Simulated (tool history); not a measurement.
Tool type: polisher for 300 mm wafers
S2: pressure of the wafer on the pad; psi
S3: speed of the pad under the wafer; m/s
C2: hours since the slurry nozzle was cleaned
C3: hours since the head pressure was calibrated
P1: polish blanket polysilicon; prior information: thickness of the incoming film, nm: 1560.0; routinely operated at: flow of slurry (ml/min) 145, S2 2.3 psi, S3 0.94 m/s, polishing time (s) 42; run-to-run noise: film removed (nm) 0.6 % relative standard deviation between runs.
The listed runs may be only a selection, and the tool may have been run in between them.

{"run": 1, "hour": 4.6, "flow of slurry (ml/min)": 145, "S2": 2.3, "S3": 0.94, "polishing time (s)": 42, "wafers polished on this pad": 279, "C2": 59.3, "C3": 394.9, "film removed (nm)": 226.39}
{"run": 2, "hour": 12.0, "flow of slurry (ml/min)": 145, "S2": 2.3, "S3": 0.94, "polishing time (s)": 42, "wafers polished on this pad": 371, "C2": 66.7, "C3": 402.3, "film removed (nm)": 225.01}
{"run": 3, "hour": 17.3, "flow of slurry (ml/min)": 210, "S2": 2.3, "S3": 0.94, "polishing time (s)": 42, "wafers polished on this pad": 436, "C2": 72, "C3": 407.6, "film removed (nm)": 237.26}
{"run": 4, "hour": 23.1, "flow of slurry (ml/min)": 185, "S2": 2.8, "S3": 0.94, "polishing time (s)": 42, "wafers polished on this pad": 508, "C2": 77.8, "C3": 413.4, "film removed (nm)": 287.58}
{"run": 5, "hour": 32.5, "flow of slurry (ml/min)": 145, "S2": 2.3, "S3": 0.42, "polishing time (s)": 42, "wafers polished on this pad": 625, "C2": 87.2, "C3": 422.8, "film removed (nm)": 101.07}
{"run": 6, "hour": 38.5, "flow of slurry (ml/min)": 145, "S2": 1.1, "S3": 0.94, "polishing time (s)": 42, "wafers polished on this pad": 700, "C2": 93.2, "C3": 428.8, "film removed (nm)": 107.32}
{"run": 7, "hour": 46.6, "flow of slurry (ml/min)": 145, "S2": 2.3, "S3": 0.94, "polishing time (s)": 27, "wafers polished on this pad": 801, "C2": 101.3, "C3": 436.9, "film removed (nm)": 144.49}
{"run": 8, "hour": 54.7, "flow of slurry (ml/min)": 85, "S2": 2.3, "S3": 0.94, "polishing time (s)": 42, "wafers polished on this pad": 901, "C2": 109.4, "C3": 445, "film removed (nm)": 197.57}
{"hour": 57.2, "done": "worn pad replaced by a new one"}
{"run": 9, "hour": 62.9, "flow of slurry (ml/min)": 145, "S2": 2.3, "S3": 0.94, "polishing time (s)": 42, "wafers polished on this pad": 72, "C2": 117.6, "C3": 453.2, "film removed (nm)": 224.14}
{"run": 10, "hour": 72.0, "flow of slurry (ml/min)": 145, "S2": 2.3, "S3": 0.94, "polishing time (s)": 42, "wafers polished on this pad": 185, "C2": 126.7, "C3": 462.3, "film removed (nm)": 225.7}
{"run": 11, "hour": 78.3, "flow of slurry (ml/min)": 145, "S2": 2.3, "S3": 0.94, "polishing time (s)": 66, "wafers polished on this pad": 263, "C2": 133, "C3": 468.6, "film removed (nm)": 356.52}
{"run": 12, "hour": 87.8, "flow of slurry (ml/min)": 145, "S2": 3.4, "S3": 0.94, "polishing time (s)": 42, "wafers polished on this pad": 381, "C2": 142.5, "C3": 478.1, "film removed (nm)": 332.4}
{"run": 13, "hour": 94.7, "flow of slurry (ml/min)": 145, "S2": 2.3, "S3": 1.26, "polishing time (s)": 42, "wafers polished on this pad": 467, "C2": 149.4, "C3": 485, "film removed (nm)": 303.19}
{"run": 14, "hour": 101.4, "flow of slurry (ml/min)": 145, "S2": 2.3, "S3": 0.94, "polishing time (s)": 42, "wafers polished on this pad": 550, "C2": 156.1, "C3": 491.7, "film removed (nm)": 224.81}
{"run": 15, "hour": 109.9, "flow of slurry (ml/min)": 145, "S2": 2.3, "S3": 0.94, "polishing time (s)": 42, "wafers polished on this pad": 656, "C2": 164.6, "C3": 500.2, "film removed (nm)": 218.88}
{"run": 16, "hour": 114.5, "flow of slurry (ml/min)": 145, "S2": 2.3, "S3": 0.94, "polishing time (s)": 42, "wafers polished on this pad": 713, "C2": 169.2, "C3": 504.8, "film removed (nm)": 215.2}
{"run": 17, "hour": 120.5, "flow of slurry (ml/min)": 145, "S2": 2.3, "S3": 0.94, "polishing time (s)": 42, "wafers polished on this pad": 787, "C2": 175.2, "C3": 510.8, "film removed (nm)": 213.91}
{"run": 18, "hour": 126.6, "flow of slurry (ml/min)": 145, "S2": 2.3, "S3": 0.94, "polishing time (s)": 42, "wafers polished on this pad": 863, "C2": 181.3, "C3": 516.9, "film removed (nm)": 210.24}
{"run": 19, "hour": 132.1, "flow of slurry (ml/min)": 145, "S2": 2.3, "S3": 0.94, "polishing time (s)": 42, "wafers polished on this pad": 932, "C2": 186.8, "C3": 522.4, "film removed (nm)": 209.13}
{"run": 20, "hour": 142.3, "flow of slurry (ml/min)": 145, "S2": 2.3, "S3": 0.94, "polishing time (s)": 42, "wafers polished on this pad": 1058, "C2": 197, "C3": 532.6, "film removed (nm)": 208.62}
{"hour": 148.2, "done": "worn pad replaced by a new one"}
{"run": 21, "hour": 150.6, "flow of slurry (ml/min)": 145, "S2": 2.3, "S3": 0.94, "polishing time (s)": 42, "wafers polished on this pad": 30, "C2": 205.3, "C3": 540.9, "film removed (nm)": 207.99}
{"run": 22, "hour": 155.2, "flow of slurry (ml/min)": 145, "S2": 2.3, "S3": 0.94, "polishing time (s)": 42, "wafers polished on this pad": 87, "C2": 209.9, "C3": 545.5, "film removed (nm)": 205.21}
{"run": 23, "hour": 161.7, "flow of slurry (ml/min)": 145, "S2": 2.3, "S3": 0.94, "polishing time (s)": 42, "wafers polished on this pad": 168, "C2": 216.4, "C3": 552, "film removed (nm)": 202.91}
{"run": 24, "hour": 167.7, "flow of slurry (ml/min)": 145, "S2": 2.3, "S3": 0.94, "polishing time (s)": 42, "wafers polished on this pad": 242, "C2": 222.4, "C3": 558, "film removed (nm)": 205.06}
{"run": 25, "hour": 174.4, "flow of slurry (ml/min)": 145, "S2": 2.3, "S3": 0.94, "polishing time (s)": 42, "wafers polished on this pad": 326, "C2": 229.1, "C3": 564.7, "film removed (nm)": 205.7}

What P1 gives has crept off from where it sat before. The 2 causes that follow fit the log equally well, each at the size noted:
A: head's pressure below its setpoint, % = 9.47
B: slurry flow missing at the pad, % = 36.2
The process output started creeping at around hour 101.4.
Why every other cause is out:
removal rate lost through wear of the pad, %: work on it at hour 148.2, done after the drift set in, did not restore what the process gave before

The list below offers 4 check runs, each averaging the results of 3 wafers, and shows each result as a question mark. For which of them would the listed causes give clearly different results?
{"run": "check 1", "hour": 181.1, "flow of slurry (ml/min)": 145, "S2": 1.4, "S3": 0.94, "polishing time (s)": 65, "film removed (nm)": "?"}
{"run": "check 2", "hour": 181.1, "flow of slurry (ml/min)": 210, "S2": 1.3, "S3": 0.94, "polishing time (s)": 42, "film removed (nm)": "?"}
{"run": "check 3", "hour": 181.1, "flow of slurry (ml/min)": 145, "S2": 2.3, "S3": 0.68, "polishing time (s)": 65, "film removed (nm)": "?"}
{"run": "check 4", "hour": 181.1, "flow of slurry (ml/min)": 145, "S2": 1.7, "S3": 0.94, "polishing time (s)": 42, "film removed (nm)": "?"}

What every check run would give for each of its results, assuming each possible cause in turn:
check=check_1 result=film_removed_(nm) if_A=192.38 if_B=192.42
check=check_2 result=film_removed_(nm) if_A=122.09 if_B=125.65
check=check_3 result=film_removed_(nm) if_A=228.64 if_B=228.68
check=check_4 result=film_removed_(nm) if_A=150.95 if_B=150.98
Separation of the two closest causes in each check, using whichever result separates them best: check 1 0.02 %; check 2 2.87 %; check 3 0.02 %; check 4 0.02 %
Only check 2 tells the causes apart: in the others they would give nearly the same result.

Running check 2 produced the following: film removed (nm) 125.46. Which one of the listed causes fits?

The cause is B: slurry flow missing at the pad, %.
